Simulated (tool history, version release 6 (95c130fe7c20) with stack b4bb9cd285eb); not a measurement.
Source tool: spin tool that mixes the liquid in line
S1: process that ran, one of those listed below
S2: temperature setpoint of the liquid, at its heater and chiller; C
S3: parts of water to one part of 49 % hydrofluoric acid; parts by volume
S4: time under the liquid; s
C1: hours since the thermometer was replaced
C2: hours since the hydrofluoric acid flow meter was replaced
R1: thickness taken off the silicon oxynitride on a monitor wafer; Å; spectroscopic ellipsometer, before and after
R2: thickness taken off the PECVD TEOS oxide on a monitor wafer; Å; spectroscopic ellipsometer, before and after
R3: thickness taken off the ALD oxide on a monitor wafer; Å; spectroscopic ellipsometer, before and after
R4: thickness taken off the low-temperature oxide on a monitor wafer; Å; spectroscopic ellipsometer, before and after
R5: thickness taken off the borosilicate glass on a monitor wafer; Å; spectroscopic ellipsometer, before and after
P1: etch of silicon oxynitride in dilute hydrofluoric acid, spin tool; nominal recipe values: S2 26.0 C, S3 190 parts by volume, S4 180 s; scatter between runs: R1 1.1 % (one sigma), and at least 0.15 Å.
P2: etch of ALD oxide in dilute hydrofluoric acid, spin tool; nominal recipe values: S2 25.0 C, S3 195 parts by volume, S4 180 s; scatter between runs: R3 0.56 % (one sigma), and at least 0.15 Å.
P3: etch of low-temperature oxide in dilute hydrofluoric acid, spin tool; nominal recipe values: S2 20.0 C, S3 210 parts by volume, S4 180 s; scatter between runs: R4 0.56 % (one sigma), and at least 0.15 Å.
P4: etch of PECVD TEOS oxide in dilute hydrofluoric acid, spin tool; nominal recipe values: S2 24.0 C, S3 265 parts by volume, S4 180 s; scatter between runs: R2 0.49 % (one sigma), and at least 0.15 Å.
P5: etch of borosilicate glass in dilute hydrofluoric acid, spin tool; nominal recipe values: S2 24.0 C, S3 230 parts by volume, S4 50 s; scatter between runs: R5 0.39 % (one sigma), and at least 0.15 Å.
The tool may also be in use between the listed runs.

| run | hour | S1 | S2 | S3 | S4 | C1 | C2 | R1 | R2 | R3 | R4 | R5 |
|---|---|---|---|---|---|---|---|---|---|---|---|---|
| 1 | 9.1 | P1 | 26.0 | 190 | 180 | 687.1 | 922.1 | 18.5880 |  |  |  |  |
| 2 | 18.7 | P4 | 17.0 | 265 | 180 | 696.7 | 931.7 |  | 46.416 |  |  |  |
| 3 | 26.6 | P1 | 32.0 | 190 | 180 | 704.6 | 939.6 | 24.2730 |  |  |  |  |
| 4 | 36.1 | P2 | 25.0 | 195 | 180 | 714.1 | 949.1 |  |  | 130.96 |  |  |
| 5 | 42.8 | P2 | 19.0 | 195 | 180 | 720.8 | 955.8 |  |  | 106.34 |  |  |
| 6 | 52.3 | P2 | 25.0 | 195 | 180 | 730.3 | 965.3 |  |  | 133.52 |  |  |
| 7 | 61.5 | P3 | 20.0 | 210 | 180 | 739.5 | 974.5 |  |  |  | 71.371 |  |
| 8 | 70.9 | P1 | 26.0 | 190 | 180 | 748.9 | 983.9 | 18.7010 |  |  |  |  |
| 9 | 81.8 | P4 | 24.0 | 265 | 35 | 759.8 | 994.8 |  | 11.737 |  |  |  |
| 10 | 87.7 | P1 | 26.0 | 190 | 290 | 765.7 | 1000.7 | 30.3250 |  |  |  |  |
|  | 93.3 | thermometer replaced |
| 11 | 96.9 | P5 | 24.0 | 395 | 50 | 3.7 | 1009.9 |  |  |  |  | 26.050 |
| 12 | 105.0 | P4 | 24.0 | 50 | 180 | 11.8 | 1018.0 |  | 410.300 |  |  |  |
| 13 | 111.9 | P5 | 24.0 | 230 | 50 | 18.7 | 1024.9 |  |  |  |  | 52.242 |
| 14 | 120.7 | P1 | 26.0 | 190 | 180 | 27.5 | 1033.7 | 18.7910 |  |  |  |  |
| 15 | 126.8 | P2 | 25.0 | 55 | 180 | 33.6 | 1039.8 |  |  | 563.73 |  |  |
| 16 | 136.0 | P1 | 18.5 | 190 | 180 | 42.8 | 1049.0 | 13.0150 |  |  |  |  |
| 17 | 143.8 | P1 | 26.0 | 190 | 30 | 50.6 | 1056.8 | 3.3768 |  |  |  |  |
| 18 | 153.1 | P1 | 26.0 | 190 | 180 | 59.9 | 1066.1 | 18.5180 |  |  |  |  |
| 19 | 161.8 | P5 | 24.0 | 230 | 20 | 68.6 | 1074.8 |  |  |  |  | 20.946 |
| 20 | 170.6 | P3 | 26.5 | 210 | 180 | 77.4 | 1083.6 |  |  |  | 90.389 |  |
| 21 | 177.8 | P2 | 25.0 | 195 | 330 | 84.6 | 1090.8 |  |  | 241.53 |  |  |
| 22 | 183.8 | P1 | 30.5 | 190 | 255 | 90.6 | 1096.8 | 32.4050 |  |  |  |  |
| 23 | 191.6 | P3 | 20.0 | 90 | 180 | 98.4 | 1104.6 |  |  |  | 188.810 |  |
| 24 | 198.3 | P1 | 26.0 | 95 | 180 | 105.1 | 1111.3 | 40.4350 |  |  |  |  |
| 25 | 209.4 | P5 | 18.0 | 230 | 50 | 116.2 | 1122.4 |  |  |  |  | 41.574 |
| 26 | 219.3 | P5 | 24.0 | 230 | 50 | 126.1 | 1132.3 |  |  |  |  | 52.347 |
| 27 | 228.3 | P3 | 20.0 | 210 | 30 | 135.1 | 1141.3 |  |  |  | 11.905 |  |
| 28 | 234.0 | P1 | 33.0 | 250 | 180 | 140.8 | 1147.0 | 18.1000 |  |  |  |  |
| 29 | 241.5 | P3 | 20.0 | 210 | 180 | 148.3 | 1154.5 |  |  |  | 71.366 |  |
| 30 | 249.2 | P4 | 24.0 | 265 | 180 | 156.0 | 1162.2 |  | 60.090 |  |  |  |
| 31 | 254.6 | P1 | 26.0 | 295 | 180 | 161.4 | 1167.6 | 11.2450 |  |  |  |  |
| 32 | 262.3 | P1 | 26.0 | 190 | 180 | 169.1 | 1175.3 | 18.9350 |  |  |  |  |
| 33 | 269.2 | P1 | 26.0 | 190 | 180 | 176.0 | 1182.2 | 18.5460 |  |  |  |  |
| 34 | 274.5 | P1 | 26.0 | 190 | 180 | 181.3 | 1187.5 | 18.1090 |  |  |  |  |
| 35 | 283.6 | P1 | 26.0 | 190 | 180 | 190.4 | 1196.6 | 17.5740 |  |  |  |  |
| 36 | 294.5 | P1 | 26.0 | 190 | 180 | 201.3 | 1207.5 | 17.7670 |  |  |  |  |
| 37 | 305.5 | P1 | 26.0 | 190 | 180 | 212.3 | 1218.5 | 17.3680 |  |  |  |  |
| 38 | 313.3 | P1 | 26.0 | 190 | 180 | 220.1 | 1226.3 | 17.5750 |  |  |  |  |
| 39 | 323.6 | P1 | 26.0 | 190 | 180 | 230.4 | 1236.6 | 17.0200 |  |  |  |  |
| 40 | 329.5 | P1 | 26.0 | 190 | 180 | 236.3 | 1242.5 | 17.1670 |  |  |  |  |
| 41 | 337.7 | P1 | 26.0 | 190 | 180 | 244.5 | 1250.7 | 17.3550 |  |  |  |  |
| 42 | 342.8 | P1 | 26.0 | 190 | 180 | 249.6 | 1255.8 | 16.8200 |  |  |  |  |
| 43 | 348.0 | P1 | 26.0 | 190 | 180 | 254.8 | 1261.0 | 17.2550 |  |  |  |  |

Something has made what P1 gives creep away from where it was; the 2 causes below, each at its own stated size, fit the log equally well:
A: liquid colder than its thermometer reads (K) = 1.97
B: hydrofluoric acid flow below the setpoint (%) = 7.25
The onset of the drift is placed at about hour 262.3.

4 check runs are offered, each on 2 wafers whose results are averaged, their results left as question marks. Which one tells the causes apart?
| check 1 | 353.2 | P5 | 24.0 | 380 | 50 |  |  |  |  |  |  | ? |
| check 2 | 353.2 | P3 | 24.5 | 105 | 180 |  |  |  |  |  | ? |  |
| check 3 | 353.2 | P4 | 17.0 | 70 | 180 |  |  |  | ? |  |  |  |
| check 4 | 353.2 | P2 | 25.0 | 60 | 270 |  |  |  |  | ? |  |  |

What each check would give under each cause:
| check | result | if A | if B |
|---|---|---|---|
| check 1 | R5 | 25.597 | 24.700 |
| check 2 | R4 | 175.840 | 174.570 |
| check 3 | R2 | 194.330 | 195.140 |
| check 4 | R3 | 702.91 | 702.14 |
Gap, in per cent, between the two causes that each check separates least, read from the result that separates them most: check 1 3.57 %; check 2 0.72 %; check 3 0.41 %; check 4 0.11 %
The causes can be told apart only by check 1. The other checks would give nearly the same results under each of them.

Running check 1 produced the following: R5 24.911 Å. Which one of the listed causes fits?

It was cause B: hydrofluoric acid flow below the setpoint (%).
